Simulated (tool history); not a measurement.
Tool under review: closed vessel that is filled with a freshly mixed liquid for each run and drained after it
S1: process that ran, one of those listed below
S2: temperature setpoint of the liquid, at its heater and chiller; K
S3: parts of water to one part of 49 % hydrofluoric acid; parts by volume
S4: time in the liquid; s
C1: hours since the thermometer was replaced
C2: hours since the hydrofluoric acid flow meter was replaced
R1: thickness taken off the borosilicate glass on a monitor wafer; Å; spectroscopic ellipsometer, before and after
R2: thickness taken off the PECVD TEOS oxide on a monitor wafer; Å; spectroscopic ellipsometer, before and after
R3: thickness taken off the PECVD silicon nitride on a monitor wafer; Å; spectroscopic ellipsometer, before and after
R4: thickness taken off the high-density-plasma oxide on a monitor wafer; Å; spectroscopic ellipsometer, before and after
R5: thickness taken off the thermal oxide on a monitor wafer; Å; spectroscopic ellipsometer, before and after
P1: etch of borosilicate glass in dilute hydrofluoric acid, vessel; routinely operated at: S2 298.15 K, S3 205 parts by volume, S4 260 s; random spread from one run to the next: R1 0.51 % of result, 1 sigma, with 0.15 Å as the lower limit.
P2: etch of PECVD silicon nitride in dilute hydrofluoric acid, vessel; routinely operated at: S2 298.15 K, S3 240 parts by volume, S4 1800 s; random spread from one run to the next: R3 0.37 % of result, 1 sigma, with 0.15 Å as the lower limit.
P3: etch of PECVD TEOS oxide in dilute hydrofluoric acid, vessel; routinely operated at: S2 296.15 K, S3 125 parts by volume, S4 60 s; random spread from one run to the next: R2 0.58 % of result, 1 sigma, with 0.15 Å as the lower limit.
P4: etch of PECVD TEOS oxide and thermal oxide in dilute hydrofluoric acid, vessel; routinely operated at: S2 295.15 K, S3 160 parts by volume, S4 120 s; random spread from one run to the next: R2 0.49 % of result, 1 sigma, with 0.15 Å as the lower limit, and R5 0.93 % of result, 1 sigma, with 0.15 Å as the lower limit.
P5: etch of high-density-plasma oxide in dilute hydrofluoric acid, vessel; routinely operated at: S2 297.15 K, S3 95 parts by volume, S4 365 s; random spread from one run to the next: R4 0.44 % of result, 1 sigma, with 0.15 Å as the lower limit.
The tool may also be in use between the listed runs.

run,day,S1,S2,S3,S4,C1,C2,R1,R2,R3,R4,R5
1,0.2,P1,298.15,205,260,408.8,391.8,513.83,,,,
2,0.346,P1,298.15,205,260,412.3,395.3,514.68,,,,
3,0.596,P1,302.65,125,260,418.3,401.3,1101.8,,,,
4,0.767,P1,298.15,205,260,422.4,405.4,511.97,,,,
5,0.933,P3,296.15,125,30,426.4,409.4,,44.972,,,
6,1.138,P2,298.15,240,545,431.3,414.3,,,59.875,,
7,1.304,P5,297.15,95,725,435.3,418.3,,,,417.76,
8,1.471,P2,298.15,240,1800,439.3,422.3,,,199.29,,
9,1.592,P1,298.15,205,95,442.2,425.2,190.35,,,,
10,1.762,P4,295.15,160,120,446.3,429.3,,67.046,,,28.957
11,1.942,P1,304.15,205,260,450.6,433.6,636.39,,,,
12,2.1,P3,296.15,125,60,454.4,437.4,,89.976,,,
13,2.242,P5,297.15,95,365,457.8,440.8,,,,211.03,
14,2.379,P1,298.15,205,375,461.1,444.1,738.45,,,,
15,2.496,P3,296.15,125,60,463.9,446.9,,91.005,,,
16,2.667,P1,292.15,205,260,468,451,408.84,,,,
17,2.862,P4,295.15,160,30,472.7,455.7,,16.934,,,7.152
18,3.092,P5,297.15,95,365,478.2,461.2,,,,211.91,
19,3.221,P1,298.15,320,260,481.3,464.3,292.74,,,,
20,3.338,P2,290.65,240,1800,484.1,467.1,,,123.29,,
21,3.462,P1,298.15,205,260,487.1,470.1,512.58,,,,
22,3.654,P1,298.15,205,260,491.7,474.7,515.1,,,,
23,3.825,P4,295.15,160,120,495.8,478.8,,67.208,,,29.366
24,4.046,P1,298.15,205,260,501.1,484.1,518.26,,,,
25,4.192,P5,302.65,95,365,504.6,487.6,,,,260.17,
26,4.325,P5,297.15,175,365,507.8,490.8,,,,104.21,
27,4.55,P4,290.65,160,120,513.2,496.2,,56.195,,,23.692
28,4.779,P3,302.65,125,60,518.7,501.7,,114.51,,,
29,4.958,P1,298.15,205,260,523,506,518.35,,,,
30,5.158,P2,298.15,375,1800,527.8,510.8,,,127.4,,
31,5.371,P3,296.15,190,60,532.9,515.9,,54.678,,,
32,5.592,P4,295.15,240,120,538.2,521.2,,41.28,,,17.604
33,5.708,P1,298.15,115,260,541,524,1026,,,,
34,5.821,P1,298.15,205,260,543.7,526.7,515.57,,,,
35,6.062,P1,298.15,205,260,549.5,532.5,505.92,,,,
36,6.304,P1,298.15,205,260,555.3,538.3,496.84,,,,
37,6.546,P1,298.15,205,260,561.1,544.1,485.19,,,,
38,6.717,P1,298.15,205,260,565.2,548.2,492.16,,,,
39,6.938,P1,298.15,205,260,570.5,553.5,487.21,,,,
40,7.188,P1,298.15,205,260,576.5,559.5,489.63,,,,

For run 41, what comes out?
41,7.333,P1,298.15,205,260,580,563,?,,,,

R1: 489.02 Å
